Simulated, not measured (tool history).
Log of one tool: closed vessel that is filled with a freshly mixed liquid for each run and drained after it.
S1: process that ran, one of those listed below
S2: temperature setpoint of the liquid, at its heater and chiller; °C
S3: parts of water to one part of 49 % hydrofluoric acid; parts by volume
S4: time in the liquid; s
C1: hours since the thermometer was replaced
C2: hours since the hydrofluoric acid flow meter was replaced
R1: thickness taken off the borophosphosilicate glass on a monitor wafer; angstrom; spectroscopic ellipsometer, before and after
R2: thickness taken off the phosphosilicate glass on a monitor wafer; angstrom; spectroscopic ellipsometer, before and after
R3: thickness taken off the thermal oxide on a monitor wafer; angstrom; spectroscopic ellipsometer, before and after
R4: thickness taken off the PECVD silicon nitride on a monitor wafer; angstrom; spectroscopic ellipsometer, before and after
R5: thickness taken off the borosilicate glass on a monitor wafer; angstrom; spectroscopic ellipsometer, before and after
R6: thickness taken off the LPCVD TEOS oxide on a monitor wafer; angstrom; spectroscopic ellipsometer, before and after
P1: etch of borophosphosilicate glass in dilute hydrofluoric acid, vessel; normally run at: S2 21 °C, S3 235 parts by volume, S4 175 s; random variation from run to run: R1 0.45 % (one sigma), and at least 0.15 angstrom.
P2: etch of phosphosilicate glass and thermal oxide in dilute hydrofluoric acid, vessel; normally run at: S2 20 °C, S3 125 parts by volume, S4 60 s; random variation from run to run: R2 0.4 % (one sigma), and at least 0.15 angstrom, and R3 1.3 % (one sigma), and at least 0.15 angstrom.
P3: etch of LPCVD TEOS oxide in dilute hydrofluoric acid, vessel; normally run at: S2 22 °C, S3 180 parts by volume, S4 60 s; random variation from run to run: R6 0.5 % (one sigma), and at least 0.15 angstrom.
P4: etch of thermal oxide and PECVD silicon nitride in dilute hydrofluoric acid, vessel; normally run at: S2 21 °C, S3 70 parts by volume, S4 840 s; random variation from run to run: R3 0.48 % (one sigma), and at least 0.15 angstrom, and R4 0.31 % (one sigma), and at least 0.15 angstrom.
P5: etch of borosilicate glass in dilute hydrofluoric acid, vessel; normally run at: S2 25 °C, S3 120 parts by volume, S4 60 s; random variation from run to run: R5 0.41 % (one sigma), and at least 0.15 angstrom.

run	hour	S1	S2	S3	S4	C1	C2	R1	R2	R3	R4	R5	R6
1	3	P1	21	235	175	1790.2	626.3	308.02					
2	9.3	P1	21	235	175	1796.5	632.6	305.7					
3	12.4	P2	26.5	125	60	1799.6	635.7		766.09	23.825			
4	18.9	P2	20	125	35	1806.1	642.2		346.44	10.716			
5	25.5	P1	21	235	175	1812.7	648.8	304.63					
6	30.6	P2	20	125	60	1817.8	653.9		590.49	18.558			
7	35.4	P4	21	70	300	1822.6	658.7			184.82	167.69		
8	40	P4	21	70	840	1827.2	663.3			522.17	469.37		
9	43.2	P5	25	120	30	1830.4	666.5					146.27	
10	46.4	P4	17	70	840	1833.6	669.7			442.12	356.49		
11	50.2	P2	20	125	60	1837.4	673.5		591.75	19.038			
12	55	P1	17	315	175	1842.2	678.3	182.43					
13	61	P1	17	235	175	1848.2	684.3	265.09					
14	64.7	P3	22	180	60	1851.9	688						80.909
15	71.3	P1	21	235	175	1858.5	694.6	306.17					
16	78.1	P1	21	235	35	1865.3	701.4	61.44					
17	83.7	P5	25	180	60	1870.9	707					181.83	
18	88.7	P5	30.5	120	60	1875.9	712					357.71	
19	91.9	P3	17	180	60	1879.1	715.2						66.753
20	98.3	P3	22	55	60	1885.5	721.6						305.93
21	102.3	P1	21	135	175	1889.5	725.6	597.17					
22	106.3	P1	21	235	315	1893.5	729.6	554.12					
23	110.3	P1	21	235	175	1897.5	733.6	307.05					
24	113.4	P4	21	105	840	1900.6	736.7			331.74	314.52		
25	118.7	P1	21	360	175	1905.9	742	178.79					
26	124.6	P5	25	120	60	1911.8	747.9					292.07	
27	130.2	P1	27.5	235	175	1917.4	753.5	388.75					
28	136.4	P1	21	235	175	1923.6	759.7	309.09					
29	143.4	P1	21	70	30	1930.6	766.7	213.01					
30	149.6	P2	20	175	60	1936.8	772.9		402.25	12.686			
31	152.7	P3	22	180	85	1939.9	776						113.84
32	158.2	P1	21	235	175	1945.4	781.5	306.62					
33	163.4	P1	21	235	175	1950.6	786.7	315.12					
34	168.3	P1	21	235	175	1955.5	791.6	315.42					
35	173.2	P1	21	235	175	1960.4	796.5	320.39					
36	178.1	P1	21	235	175	1965.3	801.4	320.69					
37	184.8	P1	21	235	175	1972	808.1	324.07					
38	188.9	P1	21	235	175	1976.1	812.2	321.47					
39	194.9	P1	21	235	175	1982.1	818.2	325.12					
40	198.2	P1	21	235	175	1985.4	821.5	325.15					
41	201.3	P1	21	235	175	1988.5	824.6	326.47					

What P1 gives has crept away from where it was. These 2 causes fit the log equally well, each at the size given:
A: hydrofluoric acid flow above the setpoint (%) = 4.63
B: liquid hotter than its thermometer reads (K) = 1.5
The creep began at about hour 158.2.

4 check runs are offered, one wafer each, their results left as question marks. Which one tells the causes apart?
check 1	204.4	P4	21	70	840					?	?		
check 2	204.4	P2	20	125	60				?	?			
check 3	204.4	P5	25	120	60							?	
check 4	204.4	P3	22	180	60								?

What each check would give under each cause:
check	result	if A	if B
check 1	R3	548.46	555.58
check 1	R4	489.9	519
check 2	R2	621.56	627.17
check 2	R3	19.689	19.866
check 3	R5	307.52	309.32
check 4	R6	85.387	85.664
How far apart the two closest causes lie, in the result that separates them most: check 1 5.77 %; check 2 0.9 %; check 3 0.58 %; check 4 0.32 %
Check 1 tells the causes apart: in the others they would give nearly the same result.

Then check 1 was run and gave: R3 547.2 angstrom; R4 489.27 angstrom. Which cause is it?

It is A: hydrofluoric acid flow above the setpoint (%).
